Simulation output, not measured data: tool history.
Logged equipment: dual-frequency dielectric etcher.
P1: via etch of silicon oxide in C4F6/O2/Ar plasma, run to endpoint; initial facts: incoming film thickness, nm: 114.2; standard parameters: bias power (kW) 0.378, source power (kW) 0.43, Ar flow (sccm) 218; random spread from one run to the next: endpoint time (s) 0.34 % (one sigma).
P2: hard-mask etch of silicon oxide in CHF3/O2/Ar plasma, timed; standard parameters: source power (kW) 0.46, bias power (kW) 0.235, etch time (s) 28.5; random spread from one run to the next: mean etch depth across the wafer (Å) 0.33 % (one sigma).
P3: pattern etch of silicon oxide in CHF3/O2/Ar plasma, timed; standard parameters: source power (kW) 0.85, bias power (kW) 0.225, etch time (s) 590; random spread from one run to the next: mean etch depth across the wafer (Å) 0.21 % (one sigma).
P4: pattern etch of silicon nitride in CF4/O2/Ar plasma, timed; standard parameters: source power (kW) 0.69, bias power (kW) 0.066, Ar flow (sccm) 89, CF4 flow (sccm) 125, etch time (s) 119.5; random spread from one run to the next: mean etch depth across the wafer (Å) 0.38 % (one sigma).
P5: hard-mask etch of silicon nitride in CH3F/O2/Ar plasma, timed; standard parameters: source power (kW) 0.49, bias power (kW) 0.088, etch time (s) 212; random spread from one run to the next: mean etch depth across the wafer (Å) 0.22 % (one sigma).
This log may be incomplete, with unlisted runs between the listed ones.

run	day	process that ran	bias power (kW)	source power (kW)	Ar flow (sccm)	etch time (s)	CF4 flow (sccm)	hours since the last wet clean	hours since the last bias power generator calibration	hours since the last source power generator calibration	hours since the last Ar flow controller change	endpoint time (s)	mean etch depth across the wafer (Å)
1	0.171	P1	0.378	0.43	218			398.3	2293.9	2044.9	423	26.164	
2	0.308	P3	0.225	0.85		590		401.6	2297.2	2048.2	426.3		14550
3	0.517	P4	0.066	0.69	89	119.5	125	406.6	2302.2	2053.2	431.3		3422.6
4	0.758	P1	0.378	0.43	137			412.4	2308	2059	437.1	24.75	
5	0.917	P4	0.066	0.69	89	178.5	125	416.2	2311.8	2062.8	440.9		5132.5
6	1.058	P4	0.092	0.69	89	119.5	125	419.6	2315.2	2066.2	444.3		3881.9
7	1.262	P1	0.378	0.43	218			424.5	2320.1	2071.1	449.2	26.235	
8	1.462	P5	0.088	0.49		212		429.3	2324.9	2075.9	454		1755.3
9	1.579	P1	0.378	0.43	276			432.1	2327.7	2078.7	456.8	26.926	
10	1.754	P2	0.313	0.46		28.5		436.3	2331.9	2082.9	461		614.3
# day 1.817: Ar flow controller replaced
11	1.933	P1	0.501	0.43	218			440.6	2336.2	2087.2	2.9	23.483	
12	2.167	P2	0.235	0.46		28.5		446.2	2341.8	2092.8	8.5		552.07
13	2.4	P5	0.088	0.36		212		451.8	2347.4	2098.4	14.1		1560.9
14	2.521	P3	0.29	0.85		590		454.7	2350.3	2101.3	17		15894
15	2.725	P3	0.225	0.85		428		459.6	2355.2	2106.2	21.9		10539
16	2.921	P1	0.378	0.54	218			464.3	2359.9	2110.9	26.6	23.883	
17	3.142	P1	0.278	0.43	218			469.6	2365.2	2116.2	31.9	29.311	
18	3.354	P1	0.378	0.43	218			474.7	2370.3	2121.3	37	26.11	
19	3.471	P4	0.066	0.69	89	119.5	125	477.5	2373.1	2124.1	39.8		3412.4
20	3.646	P4	0.066	0.69	89	119.5	149	481.7	2377.3	2128.3	44		3488.3
21	3.888	P1	0.378	0.43	218			487.5	2383.1	2134.1	49.8	26.161	
22	4.092	P2	0.235	0.46		28.5		492.4	2388	2139	54.7		552.54
23	4.246	P4	0.066	0.69	105	119.5	125	496.1	2391.7	2142.7	58.4		3369.5
24	4.446	P5	0.088	0.49		151		500.9	2396.5	2147.5	63.2		1246
25	4.621	P3	0.225	1.12		590		505.1	2400.7	2151.7	67.4		16126
26	4.808	P5	0.125	0.49		212		509.6	2405.2	2156.2	71.9		1992.9
27	4.996	P1	0.506	0.43	182			514.1	2409.7	2160.7	76.4	23.081	
28	5.183	P3	0.225	0.85		590		518.6	2414.2	2165.2	80.9		14545
29	5.392	P1	0.378	0.43	218			523.6	2419.2	2170.2	85.9	26.012	
30	5.567	P4	0.066	0.41	89	119.5	125	527.8	2423.4	2174.4	90.1		2184.3
31	5.721	P2	0.235	0.46		22		531.5	2427.1	2178.1	93.8		426.44
32	5.917	P1	0.378	0.26	218			536.2	2431.8	2182.8	98.5	31.549	
33	6.046	P2	0.235	0.61		28.5		539.3	2434.9	2185.9	101.6		612.23
34	6.229	P1	0.378	0.43	218			543.7	2439.3	2190.3	106	26.186	
35	6.388	P1	0.378	0.43	218			547.5	2443.1	2194.1	109.8	25.912	
36	6.542	P1	0.378	0.43	218			551.2	2446.8	2197.8	113.5	25.849	
# day 6.725: wet clean of the chamber
37	6.783	P1	0.378	0.43	218			1.4	2452.6	2203.6	119.3	25.776	
38	6.892	P1	0.378	0.43	218			4	2455.2	2206.2	121.9	25.599	
# day 6.9: Ar flow controller replaced
39	7.121	P1	0.378	0.43	218			9.5	2460.7	2211.7	5.4	25.729	
40	7.321	P1	0.378	0.43	218			14.3	2465.5	2216.5	10.2	25.607	

Something has made what P1 gives creep away from where it was; the 2 causes below, each at its own stated size, fit the log equally well:
A: source power that arrives over what is set, % = 4.59
B: bias power that arrives over what is set, % = 4.81
Onset of the creep was near day 6.229.
Excluded causes, each with its reason:
chamber walls in a state that raises the etch rate, %: maintenance at day 6.725, after the shift began, did not return the process to its former output
Ar flow that arrives under what is set, %: maintenance at day 6.9, after the shift began, did not return the process to its former output

4 check runs are offered, each on 2 wafers whose results are averaged, their results left as question marks. Which one tells the causes apart?
check 1	7.521	P5	0.088	0.49		212							?
check 2	7.521	P4	0.066	0.69	89	119.5	125						?
check 3	7.521	P2	0.235	0.46		28.5							?
check 4	7.521	P3	0.225	0.85		590							?

Check results expected under each cause:
check	result	if A	if B
check 1	mean etch depth across the wafer (Å)	1782.7	1782.2
check 2	mean etch depth across the wafer (Å)	3560.1	3484
check 3	mean etch depth across the wafer (Å)	561.49	561.56
check 4	mean etch depth across the wafer (Å)	14787	14773
Gap, in per cent, between the two causes that each check separates least, read from the result that separates them most: check 1 0.02 %; check 2 2.16 %; check 3 0.01 %; check 4 0.09 %
Only in check 2 would the causes give clearly different results; in the remaining checks their results would be nearly the same.

Running check 2 produced the following: mean etch depth across the wafer (Å) 3554.2. Which one of the listed causes fits?

The cause is A: source power that arrives over what is set, %.

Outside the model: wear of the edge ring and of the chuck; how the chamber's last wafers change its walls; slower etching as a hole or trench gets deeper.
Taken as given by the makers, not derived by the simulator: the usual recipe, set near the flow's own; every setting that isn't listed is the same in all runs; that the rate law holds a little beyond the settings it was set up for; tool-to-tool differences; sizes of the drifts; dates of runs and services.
